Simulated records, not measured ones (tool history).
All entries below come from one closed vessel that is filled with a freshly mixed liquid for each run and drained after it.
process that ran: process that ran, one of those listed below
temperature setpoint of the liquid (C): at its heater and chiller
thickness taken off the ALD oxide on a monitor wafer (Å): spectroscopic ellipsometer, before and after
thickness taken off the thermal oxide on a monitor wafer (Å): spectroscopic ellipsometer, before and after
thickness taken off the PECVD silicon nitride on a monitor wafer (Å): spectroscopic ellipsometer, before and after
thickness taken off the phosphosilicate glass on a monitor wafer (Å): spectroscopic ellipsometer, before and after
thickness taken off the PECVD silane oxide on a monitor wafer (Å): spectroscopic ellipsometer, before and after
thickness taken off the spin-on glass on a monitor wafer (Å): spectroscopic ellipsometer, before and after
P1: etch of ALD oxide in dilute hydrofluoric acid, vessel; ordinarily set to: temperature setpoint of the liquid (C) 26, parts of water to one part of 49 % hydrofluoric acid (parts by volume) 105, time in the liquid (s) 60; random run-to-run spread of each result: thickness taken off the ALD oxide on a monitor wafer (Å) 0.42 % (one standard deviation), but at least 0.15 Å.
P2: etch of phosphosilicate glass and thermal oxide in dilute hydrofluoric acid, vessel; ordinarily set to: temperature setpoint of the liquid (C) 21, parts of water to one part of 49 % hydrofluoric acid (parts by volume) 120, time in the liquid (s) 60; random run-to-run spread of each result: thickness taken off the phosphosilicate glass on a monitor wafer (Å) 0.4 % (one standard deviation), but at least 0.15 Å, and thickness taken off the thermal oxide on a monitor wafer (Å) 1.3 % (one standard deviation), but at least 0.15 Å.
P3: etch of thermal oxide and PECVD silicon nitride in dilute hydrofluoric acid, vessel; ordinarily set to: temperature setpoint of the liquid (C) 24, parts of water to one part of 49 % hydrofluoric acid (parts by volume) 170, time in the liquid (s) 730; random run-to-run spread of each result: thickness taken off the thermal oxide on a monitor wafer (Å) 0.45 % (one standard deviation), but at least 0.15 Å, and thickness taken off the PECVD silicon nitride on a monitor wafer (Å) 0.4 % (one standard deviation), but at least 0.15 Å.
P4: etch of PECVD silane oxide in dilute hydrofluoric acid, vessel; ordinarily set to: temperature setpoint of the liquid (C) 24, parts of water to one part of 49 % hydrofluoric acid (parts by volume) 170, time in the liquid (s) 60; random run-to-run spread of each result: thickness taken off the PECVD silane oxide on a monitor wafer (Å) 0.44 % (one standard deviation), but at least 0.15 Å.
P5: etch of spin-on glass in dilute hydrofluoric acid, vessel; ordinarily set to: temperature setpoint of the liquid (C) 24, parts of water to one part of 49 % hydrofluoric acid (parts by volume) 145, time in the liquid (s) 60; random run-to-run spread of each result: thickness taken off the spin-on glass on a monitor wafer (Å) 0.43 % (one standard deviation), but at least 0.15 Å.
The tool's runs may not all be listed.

| run | hour | process that ran | temperature setpoint of the liquid (C) | parts of water to one part of 49 % hydrofluoric acid (parts by volume) | time in the liquid (s) | thickness taken off the ALD oxide on a monitor wafer (Å) | thickness taken off the thermal oxide on a monitor wafer (Å) | thickness taken off the PECVD silicon nitride on a monitor wafer (Å) | thickness taken off the phosphosilicate glass on a monitor wafer (Å) | thickness taken off the PECVD silane oxide on a monitor wafer (Å) | thickness taken off the spin-on glass on a monitor wafer (Å) |
|---|---|---|---|---|---|---|---|---|---|---|---|
| 1 | 8.1 | P1 | 26 | 105 | 60 | 96.429 |  |  |  |  |  |
| 2 | 17.7 | P1 | 26 | 105 | 60 | 96.169 |  |  |  |  |  |
| 3 | 27.3 | P3 | 24 | 170 | 335 |  | 83.727 | 111 |  |  |  |
| 4 | 38.5 | P3 | 24 | 170 | 730 |  | 184.71 | 240.78 |  |  |  |
| 5 | 49.2 | P1 | 30.5 | 105 | 60 | 113.68 |  |  |  |  |  |
| 6 | 59.3 | P1 | 20.5 | 150 | 60 | 51.028 |  |  |  |  |  |
| 7 | 68.9 | P2 | 25.5 | 120 | 60 |  | 24.782 |  | 582.67 |  |  |
| 8 | 78.8 | P1 | 26 | 105 | 105 | 167.36 |  |  |  |  |  |
| 9 | 89.5 | P4 | 24 | 170 | 60 |  |  |  |  | 159.15 |  |
| 10 | 102.1 | P5 | 24 | 145 | 30 |  |  |  |  |  | 64.636 |
| 11 | 113.8 | P4 | 24 | 240 | 60 |  |  |  |  | 104.17 |  |
| 12 | 124.1 | P2 | 21 | 120 | 60 |  | 20.507 |  | 487.83 |  |  |
| 13 | 136.8 | P4 | 24 | 170 | 60 |  |  |  |  | 159.9 |  |
| 14 | 147.5 | P5 | 24 | 145 | 60 |  |  |  |  |  | 131.5 |
| 15 | 154.6 | P5 | 31.5 | 145 | 60 |  |  |  |  |  | 170.38 |
| 16 | 164.1 | P1 | 26 | 105 | 60 | 95.303 |  |  |  |  |  |
| 17 | 170.9 | P1 | 26 | 105 | 35 | 55.828 |  |  |  |  |  |
| 18 | 181.4 | P5 | 24 | 145 | 60 |  |  |  |  |  | 129.64 |
| 19 | 192.4 | P2 | 21 | 70 | 60 |  | 37.746 |  | 888.46 |  |  |
| 20 | 198.5 | P2 | 21 | 120 | 105 |  | 35.348 |  | 858.02 |  |  |
| 21 | 208.1 | P4 | 19 | 170 | 60 |  |  |  |  | 131.41 |  |
| 22 | 217.7 | P3 | 30 | 170 | 730 |  | 227.61 | 351.43 |  |  |  |
| 23 | 225.2 | P1 | 26 | 50 | 60 | 216.09 |  |  |  |  |  |
| 24 | 233.9 | P3 | 24 | 170 | 730 |  | 183.82 | 240.52 |  |  |  |
| 25 | 241.9 | P1 | 26 | 105 | 60 | 95.454 |  |  |  |  |  |
| 26 | 251.2 | P1 | 21 | 105 | 60 | 78.991 |  |  |  |  |  |
| 27 | 262.8 | P4 | 24 | 170 | 90 |  |  |  |  | 238.11 |  |
| 28 | 274.5 | P1 | 26 | 105 | 60 | 95.84 |  |  |  |  |  |
| 29 | 280.9 | P5 | 24 | 30 | 60 |  |  |  |  |  | 725.53 |
| 30 | 294.2 | P3 | 24 | 260 | 730 |  | 108.65 | 157.48 |  |  |  |
| 31 | 301.2 | P1 | 26 | 150 | 60 | 63.961 |  |  |  |  |  |
| 32 | 313.6 | P1 | 26 | 105 | 60 | 96.008 |  |  |  |  |  |
| 33 | 321.2 | P1 | 26 | 105 | 60 | 96.224 |  |  |  |  |  |
| 34 | 333.9 | P1 | 26 | 105 | 60 | 91.938 |  |  |  |  |  |
| 35 | 343.2 | P1 | 26 | 105 | 60 | 89.345 |  |  |  |  |  |
| 36 | 352.6 | P1 | 26 | 105 | 60 | 89.15 |  |  |  |  |  |
| 37 | 364.9 | P1 | 26 | 105 | 60 | 87.346 |  |  |  |  |  |
| 38 | 378.3 | P1 | 26 | 105 | 60 | 87.136 |  |  |  |  |  |
| 39 | 389.5 | P1 | 26 | 105 | 60 | 87.155 |  |  |  |  |  |

P1 has crept away from where it was. The log is fitted equally well by each of these 2 causes, at the sizes shown:
A: hydrofluoric acid flow below the setpoint (%) = 8.07
B: liquid colder than its thermometer reads (K) = 2.45
The onset of the drift is placed at about hour 321.2.

Consider the 4 single-wafer check runs listed below, results given as question marks: which one distinguishes between the causes by giving clearly different results for each?
| check 1 | 400.7 | P3 | 24 | 170 | 730 |  | ? | ? |  |  |  |
| check 2 | 400.7 | P5 | 24 | 145 | 60 |  |  |  |  |  | ? |
| check 3 | 400.7 | P2 | 21 | 120 | 60 |  | ? |  | ? |  |  |
| check 4 | 400.7 | P4 | 24 | 170 | 60 |  |  |  |  | ? |  |

How each check would come out, cause by cause:
| check | result | if A | if B |
|---|---|---|---|
| check 1 | thickness taken off the thermal oxide on a monitor wafer (Å) | 165.73 | 166.89 |
| check 1 | thickness taken off the PECVD silicon nitride on a monitor wafer (Å) | 220.78 | 204.78 |
| check 2 | thickness taken off the spin-on glass on a monitor wafer (Å) | 117.94 | 118.35 |
| check 3 | thickness taken off the thermal oxide on a monitor wafer (Å) | 18.681 | 18.609 |
| check 3 | thickness taken off the phosphosilicate glass on a monitor wafer (Å) | 445.6 | 443.89 |
| check 4 | thickness taken off the PECVD silane oxide on a monitor wafer (Å) | 143.69 | 144.7 |
Gap, in per cent, between the two causes that each check separates least, read from the result that separates them most: check 1 7.52 %; check 2 0.35 %; check 3 0.38 %; check 4 0.7 %
The causes can be told apart only by check 1. The other checks would give nearly the same results under each of them.

The results of check 1 are: thickness taken off the thermal oxide on a monitor wafer (Å) 166.75; thickness taken off the PECVD silicon nitride on a monitor wafer (Å) 220.61. Based on these, which of the listed causes is it?

The correct cause is A, namely: hydrofluoric acid flow below the setpoint (%).
